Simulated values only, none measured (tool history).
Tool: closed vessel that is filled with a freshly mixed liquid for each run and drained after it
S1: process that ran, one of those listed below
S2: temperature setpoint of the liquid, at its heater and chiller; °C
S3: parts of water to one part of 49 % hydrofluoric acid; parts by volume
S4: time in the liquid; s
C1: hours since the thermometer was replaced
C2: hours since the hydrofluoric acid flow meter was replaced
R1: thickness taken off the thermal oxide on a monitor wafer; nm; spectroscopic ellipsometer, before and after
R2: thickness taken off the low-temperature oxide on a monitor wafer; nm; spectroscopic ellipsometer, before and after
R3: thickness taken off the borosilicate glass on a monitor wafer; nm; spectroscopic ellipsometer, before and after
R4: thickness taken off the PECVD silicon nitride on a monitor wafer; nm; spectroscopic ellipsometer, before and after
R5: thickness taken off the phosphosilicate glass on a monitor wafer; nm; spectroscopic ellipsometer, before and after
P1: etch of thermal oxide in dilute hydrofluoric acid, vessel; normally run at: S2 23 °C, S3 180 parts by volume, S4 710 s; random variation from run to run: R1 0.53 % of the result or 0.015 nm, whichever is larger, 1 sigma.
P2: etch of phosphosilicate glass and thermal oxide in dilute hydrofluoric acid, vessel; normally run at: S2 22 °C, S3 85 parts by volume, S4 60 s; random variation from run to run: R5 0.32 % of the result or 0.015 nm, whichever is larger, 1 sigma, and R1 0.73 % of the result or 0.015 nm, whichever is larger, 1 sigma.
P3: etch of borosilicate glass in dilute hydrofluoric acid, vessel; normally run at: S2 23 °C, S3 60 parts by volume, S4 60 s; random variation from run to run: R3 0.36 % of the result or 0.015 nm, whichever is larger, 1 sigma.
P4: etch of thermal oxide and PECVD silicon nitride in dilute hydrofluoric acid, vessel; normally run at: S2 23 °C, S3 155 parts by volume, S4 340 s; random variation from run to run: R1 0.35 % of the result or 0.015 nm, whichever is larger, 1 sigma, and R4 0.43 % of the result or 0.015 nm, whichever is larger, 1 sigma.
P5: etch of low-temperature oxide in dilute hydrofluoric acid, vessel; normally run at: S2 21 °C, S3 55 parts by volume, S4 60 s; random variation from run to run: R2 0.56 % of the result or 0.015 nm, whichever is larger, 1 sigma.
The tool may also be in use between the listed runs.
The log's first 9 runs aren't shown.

Run 10, hour 151.7: S1 P1, S2 23 °C, S3 260 parts by volume, S4 710 s; C1 1087.1; C2 560.9. Result: R1 10.317 nm.
Run 11, hour 161.3: S1 P3, S2 23 °C, S3 60 parts by volume, S4 35 s; C1 1096.7; C2 570.5. Result: R3 9.7512 nm.
Run 12, hour 169.9: S1 P4, S2 17 °C, S3 155 parts by volume, S4 340 s; C1 1105.3; C2 579.1. Result: R1 7.1372 nm, R4 3.3879 nm.
Run 13, hour 182.4: S1 P4, S2 23 °C, S3 155 parts by volume, S4 570 s; C1 1117.8; C2 591.6. Result: R1 15.245 nm, R4 8.5385 nm.
Run 14, hour 191: S1 P5, S2 21 °C, S3 55 parts by volume, S4 110 s; C1 1126.4; C2 600.2. Result: R2 33.85 nm.
Run 15, hour 205.9: S1 P4, S2 23 °C, S3 155 parts by volume, S4 340 s; C1 1141.3; C2 615.1. Result: R1 9.0532 nm, R4 5.0996 nm.
Run 16, hour 219.7: S1 P1, S2 23 °C, S3 55 parts by volume, S4 710 s; C1 1155.1; C2 628.9. Result: R1 61.823 nm.
Run 17, hour 238.8: S1 P1, S2 17 °C, S3 180 parts by volume, S4 710 s; C1 1174.2; C2 648. Result: R1 12.875 nm.
Run 18, hour 247.9: S1 P1, S2 18.5 °C, S3 120 parts by volume, S4 710 s; C1 1183.3; C2 657.1. Result: R1 21.66 nm.
Run 19, hour 258.4: S1 P3, S2 31.5 °C, S3 60 parts by volume, S4 60 s; C1 1193.8; C2 667.6. Result: R3 23.537 nm.
Run 20, hour 267.8: S1 P3, S2 23 °C, S3 60 parts by volume, S4 60 s; C1 1203.2; C2 677. Result: R3 16.724 nm.
Run 21, hour 284.2: S1 P1, S2 23 °C, S3 180 parts by volume, S4 1305 s; C1 1219.6; C2 693.4. Result: R1 29.949 nm.

The next listed run, before its measurement:
Run 22, hour 296.1: S1 P2, S2 30.5 °C, S3 85 parts by volume, S4 60 s; C1 1231.5; C2 705.3. Result: R1 ?, R5 ?.

R1: 4.6905 nm
R5: 67.255 nm
